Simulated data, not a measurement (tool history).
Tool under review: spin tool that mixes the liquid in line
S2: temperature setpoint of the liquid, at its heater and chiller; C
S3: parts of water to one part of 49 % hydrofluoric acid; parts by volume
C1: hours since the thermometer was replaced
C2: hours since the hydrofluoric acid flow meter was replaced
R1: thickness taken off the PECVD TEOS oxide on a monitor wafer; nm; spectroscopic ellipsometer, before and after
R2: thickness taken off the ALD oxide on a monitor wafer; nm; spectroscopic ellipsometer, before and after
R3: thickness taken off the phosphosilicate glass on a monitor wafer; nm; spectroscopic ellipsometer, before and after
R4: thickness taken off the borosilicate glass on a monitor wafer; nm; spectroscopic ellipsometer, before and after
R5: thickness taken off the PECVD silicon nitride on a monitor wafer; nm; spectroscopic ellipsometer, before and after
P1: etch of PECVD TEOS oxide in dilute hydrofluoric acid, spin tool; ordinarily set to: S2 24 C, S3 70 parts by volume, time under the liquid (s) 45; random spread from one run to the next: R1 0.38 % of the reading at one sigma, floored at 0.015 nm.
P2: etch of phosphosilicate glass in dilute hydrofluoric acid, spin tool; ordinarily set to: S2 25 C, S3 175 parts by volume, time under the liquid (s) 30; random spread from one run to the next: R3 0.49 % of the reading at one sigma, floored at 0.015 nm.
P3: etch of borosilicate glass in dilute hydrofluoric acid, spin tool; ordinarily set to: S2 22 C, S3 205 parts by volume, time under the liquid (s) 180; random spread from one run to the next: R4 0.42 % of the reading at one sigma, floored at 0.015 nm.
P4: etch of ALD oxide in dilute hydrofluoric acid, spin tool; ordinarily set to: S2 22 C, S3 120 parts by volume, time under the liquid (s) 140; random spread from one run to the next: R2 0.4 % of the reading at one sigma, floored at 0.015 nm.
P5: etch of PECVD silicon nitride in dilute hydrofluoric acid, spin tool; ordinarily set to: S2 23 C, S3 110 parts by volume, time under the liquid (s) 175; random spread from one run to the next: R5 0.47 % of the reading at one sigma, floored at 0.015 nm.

Run 1, hour 4: process that ran P1, S2 24 C, S3 70 parts by volume, time under the liquid (s) 45; C1 1074.3; C2 845.1. Result: R1 8.5608 nm.
Run 2, hour 8.9: process that ran P4, S2 22 C, S3 120 parts by volume, time under the liquid (s) 60; C1 1079.2; C2 850. Result: R2 4.673 nm.
Run 3, hour 12.3: process that ran P1, S2 24 C, S3 70 parts by volume, time under the liquid (s) 45; C1 1082.6; C2 853.4. Result: R1 8.4857 nm.
Run 4, hour 14.6: process that ran P2, S2 25 C, S3 175 parts by volume, time under the liquid (s) 30; C1 1084.9; C2 855.7. Result: R3 19.468 nm.
Run 5, hour 17: process that ran P3, S2 22 C, S3 105 parts by volume, time under the liquid (s) 180; C1 1087.3; C2 858.1. Result: R4 63.712 nm.
Run 6, hour 21.4: process that ran P2, S2 25 C, S3 40 parts by volume, time under the liquid (s) 30; C1 1091.7; C2 862.5. Result: R3 100.28 nm.
At hour 24.1: hydrofluoric acid flow meter replaced.
Run 7, hour 24.3: process that ran P1, S2 18.5 C, S3 70 parts by volume, time under the liquid (s) 85; C1 1094.6; C2 0.3. Result: R1 12.854 nm.
Run 8, hour 27.1: process that ran P1, S2 24 C, S3 70 parts by volume, time under the liquid (s) 85; C1 1097.4; C2 3.1. Result: R1 16.115 nm.
Run 9, hour 30.6: process that ran P5, S2 30 C, S3 110 parts by volume, time under the liquid (s) 175; C1 1100.9; C2 6.6. Result: R5 13.498 nm.
Run 10, hour 34: process that ran P1, S2 24 C, S3 70 parts by volume, time under the liquid (s) 45; C1 1104.3; C2 10. Result: R1 8.5038 nm.
Run 11, hour 37.6: process that ran P3, S2 22 C, S3 205 parts by volume, time under the liquid (s) 180; C1 1107.9; C2 13.6. Result: R4 29.138 nm.
Run 12, hour 41.4: process that ran P2, S2 25 C, S3 175 parts by volume, time under the liquid (s) 55; C1 1111.7; C2 17.4. Result: R3 35.414 nm.
Run 13, hour 45.3: process that ran P2, S2 32 C, S3 175 parts by volume, time under the liquid (s) 30; C1 1115.6; C2 21.3. Result: R3 24.909 nm.
Run 14, hour 47.9: process that ran P4, S2 22 C, S3 25 parts by volume, time under the liquid (s) 140; C1 1118.2; C2 23.9. Result: R2 58.489 nm.
Run 15, hour 51.9: process that ran P5, S2 23 C, S3 110 parts by volume, time under the liquid (s) 310; C1 1122.2; C2 27.9. Result: R5 15.218 nm.
Run 16, hour 56.8: process that ran P1, S2 17.5 C, S3 70 parts by volume, time under the liquid (s) 45; C1 1127.1; C2 32.8. Result: R1 6.4931 nm.
Run 17, hour 60.9: process that ran P1, S2 24 C, S3 70 parts by volume, time under the liquid (s) 45; C1 1131.2; C2 36.9. Result: R1 8.4962 nm.
Run 18, hour 65.5: process that ran P1, S2 28 C, S3 70 parts by volume, time under the liquid (s) 45; C1 1135.8; C2 41.5. Result: R1 9.9552 nm.
Run 19, hour 68.2: process that ran P1, S2 24 C, S3 70 parts by volume, time under the liquid (s) 45; C1 1138.5; C2 44.2. Result: R1 8.5229 nm.
Run 20, hour 73: process that ran P4, S2 29.5 C, S3 120 parts by volume, time under the liquid (s) 140; C1 1143.3; C2 49. Result: R2 14.642 nm.
Run 21, hour 77.3: process that ran P1, S2 24 C, S3 70 parts by volume, time under the liquid (s) 15; C1 1147.6; C2 53.3. Result: R1 2.8501 nm.
Run 22, hour 81: process that ran P5, S2 23 C, S3 200 parts by volume, time under the liquid (s) 175; C1 1151.3; C2 57. Result: R5 4.7835 nm.
Run 23, hour 83.2: process that ran P4, S2 22 C, S3 120 parts by volume, time under the liquid (s) 140; C1 1153.5; C2 59.2. Result: R2 10.964 nm.
Run 24, hour 85.8: process that ran P3, S2 22 C, S3 205 parts by volume, time under the liquid (s) 330; C1 1156.1; C2 61.8. Result: R4 53.569 nm.
Run 25, hour 90.1: process that ran P3, S2 17 C, S3 205 parts by volume, time under the liquid (s) 180; C1 1160.4; C2 66.1. Result: R4 23.926 nm.
Run 26, hour 93.3: process that ran P1, S2 24 C, S3 20 parts by volume, time under the liquid (s) 45; C1 1163.6; C2 69.3. Result: R1 31.697 nm.
Run 27, hour 96.2: process that ran P1, S2 24 C, S3 125 parts by volume, time under the liquid (s) 45; C1 1166.5; C2 72.2. Result: R1 4.4561 nm.
Run 28, hour 99.4: process that ran P3, S2 22 C, S3 205 parts by volume, time under the liquid (s) 180; C1 1169.7; C2 75.4. Result: R4 29.27 nm.
Run 29, hour 102.4: process that ran P5, S2 23 C, S3 110 parts by volume, time under the liquid (s) 175; C1 1172.7; C2 78.4. Result: R5 8.5989 nm.
Run 30, hour 106.8: process that ran P1, S2 24 C, S3 70 parts by volume, time under the liquid (s) 45; C1 1177.1; C2 82.8. Result: R1 8.509 nm.
Run 31, hour 111.1: process that ran P1, S2 24 C, S3 70 parts by volume, time under the liquid (s) 45; C1 1181.4; C2 87.1. Result: R1 8.1994 nm.
Run 32, hour 114.6: process that ran P1, S2 24 C, S3 70 parts by volume, time under the liquid (s) 45; C1 1184.9; C2 90.6. Result: R1 8.0807 nm.
Run 33, hour 119.6: process that ran P1, S2 24 C, S3 70 parts by volume, time under the liquid (s) 45; C1 1189.9; C2 95.6. Result: R1 7.9236 nm.
Run 34, hour 123.9: process that ran P1, S2 24 C, S3 70 parts by volume, time under the liquid (s) 45; C1 1194.2; C2 99.9. Result: R1 7.8645 nm.
Run 35, hour 128.1: process that ran P1, S2 24 C, S3 70 parts by volume, time under the liquid (s) 45; C1 1198.4; C2 104.1. Result: R1 7.8034 nm.
Run 36, hour 132.5: process that ran P1, S2 24 C, S3 70 parts by volume, time under the liquid (s) 45; C1 1202.8; C2 108.5. Result: R1 7.7623 nm.
Run 37, hour 135.3: process that ran P1, S2 24 C, S3 70 parts by volume, time under the liquid (s) 45; C1 1205.6; C2 111.3. Result: R1 7.8357 nm.
Run 38, hour 137.7: process that ran P1, S2 24 C, S3 70 parts by volume, time under the liquid (s) 45; C1 1208; C2 113.7. Result: R1 7.7384 nm.

Run 39 has not been measured yet. What should we expect?
Run 39, hour 141.7: process that ran P1, S2 24 C, S3 70 parts by volume, time under the liquid (s) 45; C1 1212; C2 117.7. Result: R1 ?.

Run 39 gave R1 7.7412 nm.
